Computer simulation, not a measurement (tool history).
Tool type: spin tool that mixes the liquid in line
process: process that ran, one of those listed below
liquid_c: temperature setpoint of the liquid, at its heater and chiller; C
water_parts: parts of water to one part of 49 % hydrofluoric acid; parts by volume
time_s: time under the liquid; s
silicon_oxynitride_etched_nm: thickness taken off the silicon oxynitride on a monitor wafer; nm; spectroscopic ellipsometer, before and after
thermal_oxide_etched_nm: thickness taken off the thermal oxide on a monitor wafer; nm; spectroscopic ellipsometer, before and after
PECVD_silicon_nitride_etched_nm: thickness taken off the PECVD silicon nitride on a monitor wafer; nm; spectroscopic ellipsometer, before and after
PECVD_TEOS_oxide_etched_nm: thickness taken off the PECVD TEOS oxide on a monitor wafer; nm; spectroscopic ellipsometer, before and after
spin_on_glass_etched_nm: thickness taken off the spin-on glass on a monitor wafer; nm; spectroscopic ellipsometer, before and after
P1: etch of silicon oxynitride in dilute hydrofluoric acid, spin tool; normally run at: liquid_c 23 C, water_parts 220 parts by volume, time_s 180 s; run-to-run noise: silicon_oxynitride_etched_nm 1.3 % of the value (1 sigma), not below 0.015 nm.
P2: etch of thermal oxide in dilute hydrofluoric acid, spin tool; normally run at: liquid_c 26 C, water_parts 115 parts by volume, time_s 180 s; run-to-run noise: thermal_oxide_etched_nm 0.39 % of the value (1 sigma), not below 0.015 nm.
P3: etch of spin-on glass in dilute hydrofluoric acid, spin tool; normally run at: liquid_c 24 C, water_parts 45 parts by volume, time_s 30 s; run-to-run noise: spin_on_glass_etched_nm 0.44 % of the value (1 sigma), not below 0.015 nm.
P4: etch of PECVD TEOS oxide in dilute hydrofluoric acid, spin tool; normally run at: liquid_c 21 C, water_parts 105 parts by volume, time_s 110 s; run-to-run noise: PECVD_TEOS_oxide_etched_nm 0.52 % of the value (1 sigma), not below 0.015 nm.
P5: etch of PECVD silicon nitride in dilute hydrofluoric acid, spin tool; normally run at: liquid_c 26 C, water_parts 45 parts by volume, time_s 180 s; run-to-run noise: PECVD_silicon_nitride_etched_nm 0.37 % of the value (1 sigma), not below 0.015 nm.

run	hour	process	liquid_c	water_parts	time_s	hours since the thermometer was replaced	hours since the hydrofluoric acid flow meter was replaced	silicon_oxynitride_etched_nm	thermal_oxide_etched_nm	PECVD_silicon_nitride_etched_nm	PECVD_TEOS_oxide_etched_nm	spin_on_glass_etched_nm
1	4.5	P1	23	220	180	1107.1	827.8	1.8821				
2	7.1	P1	23	350	180	1109.7	830.4	1.0762				
3	11	P2	26	115	270	1113.6	834.3		12.156			
4	13.5	P5	26	45	180	1116.1	836.8			18.684		
5	15.9	P1	23	40	180	1118.5	839.2	12.192				
6	20.3	P2	26	205	180	1122.9	843.6		4.0662			
7	24.9	P1	26.5	220	180	1127.5	848.2	2.2138				
8	27.8	P5	26	45	290	1130.4	851.1			30.087		
9	31.2	P4	21	105	110	1133.8	854.5				16.669	
10	35	P5	31	45	180	1137.6	858.3			25.902		
11	39.5	P4	21	40	110	1142.1	862.8				47.043	
12	44	P4	17	105	110	1146.6	867.3				14.182	
13	48	P1	17	220	180	1150.6	871.3	1.4343				
# hour 51.2: hydrofluoric acid flow meter replaced
14	52.8	P1	23	220	180	1155.4	1.7	1.9211				
15	56.9	P1	23	220	265	1159.5	5.8	2.7553				
16	60.3	P3	24	45	30	1162.9	9.2					28.349
17	64.1	P3	24	45	30	1166.7	13					28.406
18	68.7	P4	21	105	175	1171.3	17.6				26.586	
19	72.4	P1	23	220	180	1175	21.3	1.908				
20	76.8	P3	24	45	55	1179.4	25.7					51.431
21	81	P1	23	220	180	1183.6	29.9	1.8902				
22	85.5	P3	24	25	30	1188.1	34.4					52.237
23	90.5	P2	26	115	180	1193.1	39.4		8.1032			
24	94.4	P1	23	335	80	1197	43.3	0.49433				
25	97.4	P4	21	105	110	1200	46.3				16.811	
26	101.4	P1	23	220	45	1204	50.3	0.46704				
27	105.6	P1	23	220	180	1208.2	54.5	1.8784				
28	108.9	P1	23	220	180	1211.5	57.8	1.8686				
29	113.6	P2	33.5	115	180	1216.2	62.5		10.597			
30	116.8	P2	26	115	180	1219.4	65.7		8.0277			
31	120.4	P5	26	60	180	1223	69.3			14.084		

Estimate the outcome of run 32 from the log above:
32	124	P3	28	45	30	1226.6	72.9					?

spin_on_glass_etched_nm: 33.189 nm

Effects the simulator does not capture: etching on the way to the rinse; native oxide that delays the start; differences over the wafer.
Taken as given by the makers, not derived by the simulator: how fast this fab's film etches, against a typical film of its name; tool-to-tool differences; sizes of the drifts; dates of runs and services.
